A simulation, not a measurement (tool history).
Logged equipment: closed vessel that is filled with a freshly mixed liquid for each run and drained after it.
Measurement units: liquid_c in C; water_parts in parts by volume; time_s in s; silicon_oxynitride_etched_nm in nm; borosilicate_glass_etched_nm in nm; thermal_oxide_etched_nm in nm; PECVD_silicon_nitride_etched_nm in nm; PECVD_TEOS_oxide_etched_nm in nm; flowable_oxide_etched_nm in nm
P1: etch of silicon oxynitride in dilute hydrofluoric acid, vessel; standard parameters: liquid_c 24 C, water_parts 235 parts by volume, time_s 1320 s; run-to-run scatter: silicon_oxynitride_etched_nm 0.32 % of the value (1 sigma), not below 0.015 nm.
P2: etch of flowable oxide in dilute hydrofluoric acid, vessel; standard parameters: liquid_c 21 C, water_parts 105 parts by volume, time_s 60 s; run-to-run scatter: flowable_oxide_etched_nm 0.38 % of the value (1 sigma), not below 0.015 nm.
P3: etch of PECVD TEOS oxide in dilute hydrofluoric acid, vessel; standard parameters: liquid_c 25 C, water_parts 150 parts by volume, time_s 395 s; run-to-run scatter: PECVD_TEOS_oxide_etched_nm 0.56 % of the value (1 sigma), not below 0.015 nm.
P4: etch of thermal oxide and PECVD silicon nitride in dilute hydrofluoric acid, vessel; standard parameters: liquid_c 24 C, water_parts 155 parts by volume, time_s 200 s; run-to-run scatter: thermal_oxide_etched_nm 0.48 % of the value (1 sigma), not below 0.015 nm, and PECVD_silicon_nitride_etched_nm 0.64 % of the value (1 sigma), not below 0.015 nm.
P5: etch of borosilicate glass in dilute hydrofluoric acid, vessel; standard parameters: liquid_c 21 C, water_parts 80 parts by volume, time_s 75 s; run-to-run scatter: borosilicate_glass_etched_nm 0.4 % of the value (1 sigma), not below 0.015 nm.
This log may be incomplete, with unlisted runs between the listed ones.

run	hour	process	liquid_c	water_parts	time_s	hours since the thermometer was replaced	hours since the hydrofluoric acid flow meter was replaced	silicon_oxynitride_etched_nm	borosilicate_glass_etched_nm	thermal_oxide_etched_nm	PECVD_silicon_nitride_etched_nm	PECVD_TEOS_oxide_etched_nm	flowable_oxide_etched_nm
1	9.2	P1	24	235	1320	674.4	1114.2	10.32					
2	16.5	P1	20	235	1320	681.7	1121.5	8.63					
3	26.7	P5	21	80	30	691.9	1131.7		11.78				
4	33.6	P1	24	235	575	698.8	1138.6	4.5111					
5	41.7	P4	24	50	200	706.9	1146.7			19.097	13.983		
6	47.1	P5	25	80	75	712.3	1152.1		34.701				
7	56	P5	21	80	75	721.2	1161		29.579				
8	67.7	P1	24	235	1320	732.9	1172.7	10.373					
9	74.4	P3	25	215	395	739.6	1179.4					24.465	
10	82	P1	24	235	1320	747.2	1187	10.375					
11	92.8	P1	24	75	1320	758	1197.8	36.952					
12	98.4	P3	25	150	160	763.6	1203.4					15.266	
13	108.4	P1	24	350	1320	773.6	1213.4	6.4574					
14	119.2	P3	19.5	150	395	784.4	1224.2					30.386	
15	129.8	P1	24	235	2010	795	1234.8	15.727					
16	139	P1	24	235	1320	804.2	1244	10.356					
17	149.5	P1	19.5	235	745	814.7	1254.5	4.7586					
18	160.1	P3	25	150	395	825.3	1265.1					37.868	
19	171.4	P2	21	105	60	836.6	1276.4						17.129
20	183	P1	24	235	1320	848.2	1288	10.397					
21	189.3	P4	24	155	200	854.5	1294.3			5.3979	4.6037		
22	195.5	P5	21	80	75	860.7	1300.5		29.347				
23	204.4	P2	21	25	60	869.6	1309.4						79.135
24	211.5	P4	24	155	30	876.7	1316.5			0.81473	0.67371		
25	219.6	P2	21	105	35	884.8	1324.6						9.978
26	225.8	P5	21	20	75	891	1330.8		127				
27	237.2	P2	17	105	60	902.4	1342.2						14.527
28	243.5	P1	32	235	1320	908.7	1348.5	14.503					
29	254.4	P4	31.5	155	200	919.6	1359.4			7.0291	7.3252		
30	260.9	P1	24	235	1320	926.1	1365.9	10.405					
31	267.2	P1	24	235	1320	932.4	1372.2	10.602					
32	277.9	P1	24	235	1320	943.1	1382.9	10.794					
33	283.4	P1	24	235	1320	948.6	1388.4	10.869					
34	292.9	P1	24	235	1320	958.1	1397.9	10.939					
35	302.8	P1	24	235	1320	968	1407.8	11.009					
36	314.7	P1	24	235	1320	979.9	1419.7	10.975					
37	324.9	P1	24	235	1320	990.1	1429.9	11.035					
38	331.4	P1	24	235	1320	996.6	1436.4	10.986					
39	340.3	P1	24	235	1320	1005.5	1445.3	11.125					

Compared with where it was, what P1 gives has crept away. Each cause listed below fits the log as well as the rest, at the size given for it:
A: hydrofluoric acid flow above the setpoint (%) = 5.73
B: liquid hotter than its thermometer reads (K) = 1.5
The onset of the drift is placed at about hour 260.9.

Below are 4 check runs, each averaged over 2 wafers, with their results shown as question marks. Which of them would give clearly different results depending on which cause is behind the drift?
check 1	349.2	P2	21	105	60								?
check 2	349.2	P3	25	150	395							?	
check 3	349.2	P5	21	80	75				?				
check 4	349.2	P4	24	155	200					?	?		

Predicted outcomes, by check and by cause:
check	result	if A	if B
check 1	flowable_oxide_etched_nm	18.189	18.157
check 2	PECVD_TEOS_oxide_etched_nm	39.998	39.641
check 3	borosilicate_glass_etched_nm	31.341	31.359
check 4	thermal_oxide_etched_nm	5.7534	5.7042
check 4	PECVD_silicon_nitride_etched_nm	4.8127	5.0132
Minimum pairwise separation of causes per check, each pair taken at its best-separating result: check 1 0.18 %; check 2 0.9 %; check 3 0.06 %; check 4 4.08 %
Check 4 distinguishes between the causes, while the remaining checks would return nearly the same result for all of them.

Check 4 was then run and gave: thermal_oxide_etched_nm 5.7828 nm; PECVD_silicon_nitride_etched_nm 4.809 nm. Which cause is it?

It was cause A: hydrofluoric acid flow above the setpoint (%).
